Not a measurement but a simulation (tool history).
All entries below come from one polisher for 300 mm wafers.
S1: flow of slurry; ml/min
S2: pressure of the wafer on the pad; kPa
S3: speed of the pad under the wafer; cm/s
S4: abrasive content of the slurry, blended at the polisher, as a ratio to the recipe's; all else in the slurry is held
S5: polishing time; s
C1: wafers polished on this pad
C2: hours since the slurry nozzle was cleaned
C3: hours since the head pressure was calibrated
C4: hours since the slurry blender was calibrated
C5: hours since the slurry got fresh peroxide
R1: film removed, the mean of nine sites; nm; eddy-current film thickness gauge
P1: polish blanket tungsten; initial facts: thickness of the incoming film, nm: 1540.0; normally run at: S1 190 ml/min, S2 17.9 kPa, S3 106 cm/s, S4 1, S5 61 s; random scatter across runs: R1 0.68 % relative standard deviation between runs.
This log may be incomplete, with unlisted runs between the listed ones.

| run | hour | S1 | S2 | S3 | S4 | S5 | C1 | C2 | C3 | C4 | C5 | R1 |
|---|---|---|---|---|---|---|---|---|---|---|---|---|
| 1 | 6 | 190 | 17.9 | 106 | 1 | 61 | 494 | 338.8 | 192.1 | 60.5 | 48 | 190.79 |
| 2 | 12.2 | 115 | 17.9 | 106 | 1 | 61 | 538 | 345 | 198.3 | 66.7 | 54.2 | 176.96 |
| 3 | 16.5 | 190 | 12.4 | 106 | 1.35 | 61 | 568 | 349.3 | 202.6 | 71 | 58.5 | 143.73 |
| 4 | 23.9 | 190 | 17.9 | 106 | 1 | 61 | 621 | 356.7 | 210 | 78.4 | 65.9 | 191.27 |
| 5 | 31.5 | 190 | 17.9 | 106 | 1 | 77 | 675 | 364.3 | 217.6 | 86 | 73.5 | 243.01 |
| 6 | 39.6 | 190 | 8.3 | 106 | 1 | 61 | 733 | 372.4 | 225.7 | 94.1 | 81.6 | 88.528 |
| 7 | 44.8 | 190 | 17.9 | 106 | 1 | 61 | 770 | 377.6 | 230.9 | 99.3 | 86.8 | 192.55 |
| 8 | 49.8 | 190 | 17.9 | 106 | 0.65 | 61 | 806 | 382.6 | 235.9 | 104.3 | 91.8 | 173.64 |
| 9 | 57.2 | 190 | 17.9 | 106 | 1 | 44 | 859 | 390 | 243.3 | 111.7 | 99.2 | 138.76 |
| 10 | 62.3 | 190 | 17.9 | 48 | 1 | 61 | 895 | 395.1 | 248.4 | 116.8 | 104.3 | 86.813 |
| 11 | 70 | 190 | 17.9 | 106 | 1 | 61 | 950 | 402.8 | 256.1 | 124.5 | 112 | 192.93 |
| 12 | 75.7 | 190 | 17.9 | 106 | 1 | 61 | 991 | 408.5 | 261.8 | 130.2 | 117.7 | 191.6 |
| 13 | 82.6 | 190 | 27.6 | 106 | 1 | 61 | 1040 | 415.4 | 268.7 | 137.1 | 124.6 | 292.89 |
| 14 | 90.2 | 190 | 17.9 | 106 | 1 | 61 | 1094 | 423 | 276.3 | 144.7 | 132.2 | 190.85 |
| 15 | 94.1 | 190 | 17.9 | 152 | 1 | 61 | 1122 | 426.9 | 280.2 | 148.6 | 136.1 | 275.23 |
| 16 | 102.4 | 190 | 17.9 | 106 | 1.5 | 61 | 1181 | 435.2 | 288.5 | 156.9 | 144.4 | 212.77 |
| 17 | 106.8 | 190 | 17.9 | 106 | 1 | 61 | 1213 | 439.6 | 292.9 | 161.3 | 148.8 | 191.59 |
| 18 | 112.7 | 245 | 17.9 | 106 | 1 | 61 | 1255 | 445.5 | 298.8 | 167.2 | 154.7 | 198.15 |
| 19 | 117.9 | 190 | 17.9 | 106 | 1 | 61 | 1292 | 450.7 | 304 | 172.4 | 159.9 | 190.43 |
| 20 | 125 | 190 | 17.9 | 106 | 1 | 61 | 1343 | 457.8 | 311.1 | 179.5 | 167 | 184.6 |
| 21 | 129.9 | 190 | 17.9 | 106 | 1 | 61 | 1378 | 462.7 | 316 | 184.4 | 171.9 | 180.48 |
| 22 | 133.6 | 190 | 17.9 | 106 | 1 | 61 | 1404 | 466.4 | 319.7 | 188.1 | 175.6 | 181.11 |
| 23 | 138.8 | 190 | 17.9 | 106 | 1 | 61 | 1441 | 471.6 | 324.9 | 193.3 | 180.8 | 179.94 |
|  | 142 | slurry tank refilled with fresh slurry and peroxide |
| 24 | 143.5 | 190 | 17.9 | 106 | 1 | 61 | 1475 | 476.3 | 329.6 | 198 | 1.5 | 179.43 |
|  | 143.8 | slurry blender recalibrated |
| 25 | 147.7 | 190 | 17.9 | 106 | 1 | 61 | 1505 | 480.5 | 333.8 | 4 | 5.7 | 177.11 |

For run 26, what comes out?
|  | 148.1 | head pressure recalibrated |
| 26 | 151.4 | 190 | 17.9 | 106 | 1 | 61 | 1531 | 484.2 | 3.3 | 7.7 | 9.4 | ? |

Run 26 measured R1 176.95 nm.
